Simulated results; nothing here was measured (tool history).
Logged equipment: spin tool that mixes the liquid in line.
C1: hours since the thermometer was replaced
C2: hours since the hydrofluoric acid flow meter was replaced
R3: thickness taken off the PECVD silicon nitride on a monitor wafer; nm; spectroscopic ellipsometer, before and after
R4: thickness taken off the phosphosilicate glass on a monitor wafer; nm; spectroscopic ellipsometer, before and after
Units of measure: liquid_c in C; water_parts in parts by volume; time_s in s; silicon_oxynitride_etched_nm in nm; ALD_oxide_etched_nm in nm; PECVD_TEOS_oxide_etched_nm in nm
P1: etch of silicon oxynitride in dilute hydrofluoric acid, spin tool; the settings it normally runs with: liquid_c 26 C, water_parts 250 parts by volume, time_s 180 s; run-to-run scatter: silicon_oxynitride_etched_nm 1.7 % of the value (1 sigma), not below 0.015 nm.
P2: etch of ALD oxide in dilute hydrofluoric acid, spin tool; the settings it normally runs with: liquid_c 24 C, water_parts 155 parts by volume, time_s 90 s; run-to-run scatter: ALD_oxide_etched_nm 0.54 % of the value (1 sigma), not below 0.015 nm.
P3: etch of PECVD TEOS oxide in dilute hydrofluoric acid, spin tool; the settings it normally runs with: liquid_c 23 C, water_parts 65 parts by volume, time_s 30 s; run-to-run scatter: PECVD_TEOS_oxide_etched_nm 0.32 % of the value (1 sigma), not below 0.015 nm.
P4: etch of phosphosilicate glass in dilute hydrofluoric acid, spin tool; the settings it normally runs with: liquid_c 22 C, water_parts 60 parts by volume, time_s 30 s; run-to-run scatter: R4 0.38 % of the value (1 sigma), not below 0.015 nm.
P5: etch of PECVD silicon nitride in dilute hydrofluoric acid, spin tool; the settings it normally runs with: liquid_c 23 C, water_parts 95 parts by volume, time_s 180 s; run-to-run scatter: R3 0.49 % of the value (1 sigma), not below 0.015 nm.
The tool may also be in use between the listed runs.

Run 1, hour 5.4: process P1, liquid_c 26 C, water_parts 250 parts by volume, time_s 180 s; C1 432.6; C2 480.2. Result: silicon_oxynitride_etched_nm 1.2613 nm.
Run 2, hour 11.2: process P2, liquid_c 24 C, water_parts 225 parts by volume, time_s 90 s; C1 438.4; C2 486. Result: ALD_oxide_etched_nm 8.2809 nm.
Run 3, hour 14.5: process P5, liquid_c 18 C, water_parts 95 parts by volume, time_s 180 s; C1 441.7; C2 489.3. Result: R3 6.7051 nm.
Run 4, hour 18: process P1, liquid_c 32 C, water_parts 250 parts by volume, time_s 180 s; C1 445.2; C2 492.8. Result: silicon_oxynitride_etched_nm 1.6857 nm.
Run 5, hour 23: process P5, liquid_c 23 C, water_parts 35 parts by volume, time_s 180 s; C1 450.2; C2 497.8. Result: R3 25.146 nm.
Run 6, hour 27.2: process P5, liquid_c 23 C, water_parts 95 parts by volume, time_s 180 s; C1 454.4; C2 502. Result: R3 9.3882 nm.
Run 7, hour 30.6: process P1, liquid_c 26 C, water_parts 250 parts by volume, time_s 180 s; C1 457.8; C2 505.4. Result: silicon_oxynitride_etched_nm 1.2643 nm.
Run 8, hour 33.6: process P4, liquid_c 22 C, water_parts 60 parts by volume, time_s 15 s; C1 460.8; C2 508.4. Result: R4 38.96 nm.
Run 9, hour 37.1: process P4, liquid_c 22 C, water_parts 60 parts by volume, time_s 30 s; C1 464.3; C2 511.9. Result: R4 77.531 nm.
Run 10, hour 40.8: process P2, liquid_c 24 C, water_parts 155 parts by volume, time_s 15 s; C1 468; C2 515.6. Result: ALD_oxide_etched_nm 2.1899 nm.
Run 11, hour 45.4: process P1, liquid_c 26 C, water_parts 420 parts by volume, time_s 180 s; C1 472.6; C2 520.2. Result: silicon_oxynitride_etched_nm 0.67126 nm.
Run 12, hour 49.1: process P1, liquid_c 26 C, water_parts 250 parts by volume, time_s 180 s; C1 476.3; C2 523.9. Result: silicon_oxynitride_etched_nm 1.2531 nm.
Run 13, hour 54.8: process P1, liquid_c 17.5 C, water_parts 250 parts by volume, time_s 180 s; C1 482; C2 529.6. Result: silicon_oxynitride_etched_nm 0.90124 nm.
Run 14, hour 60.9: process P1, liquid_c 19.5 C, water_parts 80 parts by volume, time_s 180 s; C1 488.1; C2 535.7. Result: silicon_oxynitride_etched_nm 3.3433 nm.
Run 15, hour 65.4: process P1, liquid_c 26 C, water_parts 250 parts by volume, time_s 265 s; C1 492.6; C2 540.2. Result: silicon_oxynitride_etched_nm 1.828 nm.
Run 16, hour 71.4: process P1, liquid_c 26 C, water_parts 250 parts by volume, time_s 180 s; C1 498.6; C2 546.2. Result: silicon_oxynitride_etched_nm 1.2308 nm.
Run 17, hour 76.7: process P1, liquid_c 26 C, water_parts 135 parts by volume, time_s 180 s; C1 503.9; C2 551.5. Result: silicon_oxynitride_etched_nm 2.584 nm.
Run 18, hour 83.2: process P2, liquid_c 24 C, water_parts 155 parts by volume, time_s 90 s; C1 510.4; C2 558. Result: ALD_oxide_etched_nm 13.031 nm.
Run 19, hour 89.1: process P4, liquid_c 22 C, water_parts 60 parts by volume, time_s 30 s; C1 516.3; C2 563.9. Result: R4 77.792 nm.
Run 20, hour 93.9: process P4, liquid_c 29.5 C, water_parts 60 parts by volume, time_s 30 s; C1 521.1; C2 568.7. Result: R4 105.43 nm.
Run 21, hour 97.3: process P1, liquid_c 26 C, water_parts 250 parts by volume, time_s 75 s; C1 524.5; C2 572.1. Result: silicon_oxynitride_etched_nm 0.54803 nm.
Run 22, hour 100.9: process P1, liquid_c 26 C, water_parts 250 parts by volume, time_s 180 s; C1 528.1; C2 575.7. Result: silicon_oxynitride_etched_nm 1.244 nm.
Run 23, hour 104.9: process P3, liquid_c 23 C, water_parts 65 parts by volume, time_s 45 s; C1 532.1; C2 579.7. Result: PECVD_TEOS_oxide_etched_nm 15.854 nm.
Run 24, hour 110.3: process P4, liquid_c 22 C, water_parts 20 parts by volume, time_s 30 s; C1 537.5; C2 585.1. Result: R4 245.14 nm.
Run 25, hour 115.7: process P5, liquid_c 23 C, water_parts 95 parts by volume, time_s 310 s; C1 542.9; C2 590.5. Result: R3 16.226 nm.
Run 26, hour 120.7: process P2, liquid_c 19 C, water_parts 155 parts by volume, time_s 90 s; C1 547.9; C2 595.5. Result: ALD_oxide_etched_nm 10.651 nm.
Run 27, hour 127: process P3, liquid_c 23 C, water_parts 65 parts by volume, time_s 30 s; C1 554.2; C2 601.8. Result: PECVD_TEOS_oxide_etched_nm 10.594 nm.
Run 28, hour 131.3: process P3, liquid_c 23 C, water_parts 100 parts by volume, time_s 30 s; C1 558.5; C2 606.1. Result: PECVD_TEOS_oxide_etched_nm 6.5895 nm.
Run 29, hour 134.6: process P3, liquid_c 30.5 C, water_parts 65 parts by volume, time_s 30 s; C1 561.8; C2 609.4. Result: PECVD_TEOS_oxide_etched_nm 14.374 nm.
Run 30, hour 140.9: process P1, liquid_c 26 C, water_parts 250 parts by volume, time_s 180 s; C1 568.1; C2 615.7. Result: silicon_oxynitride_etched_nm 1.2585 nm.
Run 31, hour 144.4: process P1, liquid_c 26 C, water_parts 250 parts by volume, time_s 180 s; C1 571.6; C2 619.2. Result: silicon_oxynitride_etched_nm 1.2321 nm.
Run 32, hour 147.8: process P1, liquid_c 26 C, water_parts 250 parts by volume, time_s 180 s; C1 575; C2 622.6. Result: silicon_oxynitride_etched_nm 1.1911 nm.
Run 33, hour 152: process P1, liquid_c 26 C, water_parts 250 parts by volume, time_s 180 s; C1 579.2; C2 626.8. Result: silicon_oxynitride_etched_nm 1.1973 nm.

Estimate the outcome of run 34 from the log above:
Run 34, hour 157.5: process P1, liquid_c 26 C, water_parts 250 parts by volume, time_s 180 s; C1 584.7; C2 632.3. Result: silicon_oxynitride_etched_nm ?.

silicon_oxynitride_etched_nm: 1.185 nm
